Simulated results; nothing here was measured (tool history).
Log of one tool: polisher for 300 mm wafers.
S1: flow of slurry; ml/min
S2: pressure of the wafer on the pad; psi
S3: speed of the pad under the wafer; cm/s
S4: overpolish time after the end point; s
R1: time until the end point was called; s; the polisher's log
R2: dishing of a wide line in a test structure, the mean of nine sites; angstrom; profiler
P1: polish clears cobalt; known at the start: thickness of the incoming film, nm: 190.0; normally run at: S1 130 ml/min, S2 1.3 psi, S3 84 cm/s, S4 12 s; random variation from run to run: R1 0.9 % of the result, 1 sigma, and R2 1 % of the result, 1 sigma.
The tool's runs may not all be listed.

| run | hour | S1 | S2 | S3 | S4 | R1 | R2 |
|---|---|---|---|---|---|---|---|
| 1 | 2.9 | 130 | 1.3 | 84 | 12 | 59.267 | 264.75 |
| 2 | 8.2 | 130 | 1.3 | 84 | 12 | 58.886 | 269.77 |
| 3 | 11.2 | 205 | 1.3 | 84 | 12 | 54.776 | 279.64 |
|  | 13.6 | slurry nozzle cleaned |
| 4 | 16.1 | 130 | 1.3 | 84 | 4 | 58.814 | 112.99 |
| 5 | 20.3 | 130 | 1.7 | 84 | 12 | 45.858 | 314.42 |
| 6 | 26.5 | 130 | 1.3 | 84 | 12 | 59.101 | 273.78 |
| 7 | 31.2 | 130 | 1.3 | 40 | 12 | 124.310 | 151.61 |
| 8 | 36.6 | 95 | 1.3 | 84 | 12 | 63.204 | 256.35 |
| 9 | 40.6 | 130 | 1.3 | 84 | 12 | 58.842 | 268.86 |
| 10 | 44.2 | 80 | 1.3 | 54 | 12 | 102.570 | 179.21 |
| 11 | 47.9 | 130 | 1.3 | 84 | 12 | 59.868 | 267.97 |
|  | 50.1 | head pressure recalibrated |
| 12 | 51.0 | 130 | 0.6 | 84 | 12 | 126.500 | 146.39 |
| 13 | 55.5 | 130 | 1.3 | 84 | 22 | 59.113 | 379.88 |
| 14 | 61.8 | 130 | 1.3 | 124 | 12 | 39.940 | 342.00 |
| 15 | 67.9 | 130 | 1.3 | 84 | 12 | 58.639 | 263.81 |
| 16 | 72.5 | 130 | 1.3 | 84 | 12 | 63.640 | 251.34 |
| 17 | 77.4 | 130 | 1.3 | 84 | 12 | 64.931 | 247.10 |
| 18 | 81.4 | 130 | 1.3 | 84 | 12 | 65.966 | 249.74 |
|  | 83.3 | head pressure recalibrated |
| 19 | 84.4 | 130 | 1.3 | 84 | 12 | 66.615 | 246.19 |
| 20 | 87.5 | 130 | 1.3 | 84 | 12 | 64.637 | 250.59 |
| 21 | 92.1 | 130 | 1.3 | 84 | 12 | 66.736 | 247.38 |

What P1 gives has crept away from where it was. These 2 causes fit the log equally well, each at the size given:
A: removal rate lost through wear of the pad, % = 10.3
B: slurry flow missing at the pad, % = 36.4
The creep began at about hour 67.9.
Why every other cause is out:
head's pressure below its setpoint, %: serviced at hour 83.3, which brought nothing back

4 check runs are offered, each on 5 wafers whose results are averaged, their results left as question marks. Which one tells the causes apart?
| check 1 | 96.7 | 130 | 0.7 | 84 | 12 | ? | ? |
| check 2 | 96.7 | 200 | 1.3 | 84 | 21 | ? | ? |
| check 3 | 96.7 | 130 | 1.3 | 44 | 22 | ? | ? |
| check 4 | 96.7 | 130 | 1.6 | 52 | 12 | ? | ? |

What each check would give under each cause:
| check | result | if A | if B |
|---|---|---|---|
| check 1 | R1 | 122.780 | 122.830 |
| check 1 | R2 | 154.13 | 154.07 |
| check 2 | R1 | 61.671 | 59.558 |
| check 2 | R2 | 362.76 | 369.06 |
| check 3 | R1 | 126.210 | 126.270 |
| check 3 | R2 | 242.34 | 242.26 |
| check 4 | R1 | 86.773 | 86.811 |
| check 4 | R2 | 203.05 | 202.98 |
How far apart the two closest causes lie, in the result that separates them most: check 1 0.04 %; check 2 3.49 %; check 3 0.04 %; check 4 0.04 %
Only check 2 tells the causes apart: in the others they would give nearly the same result.

Check 2 was then run and gave: R1 61.820 s; R2 364.61 angstrom. Which cause is it?

It is A: removal rate lost through wear of the pad, %.
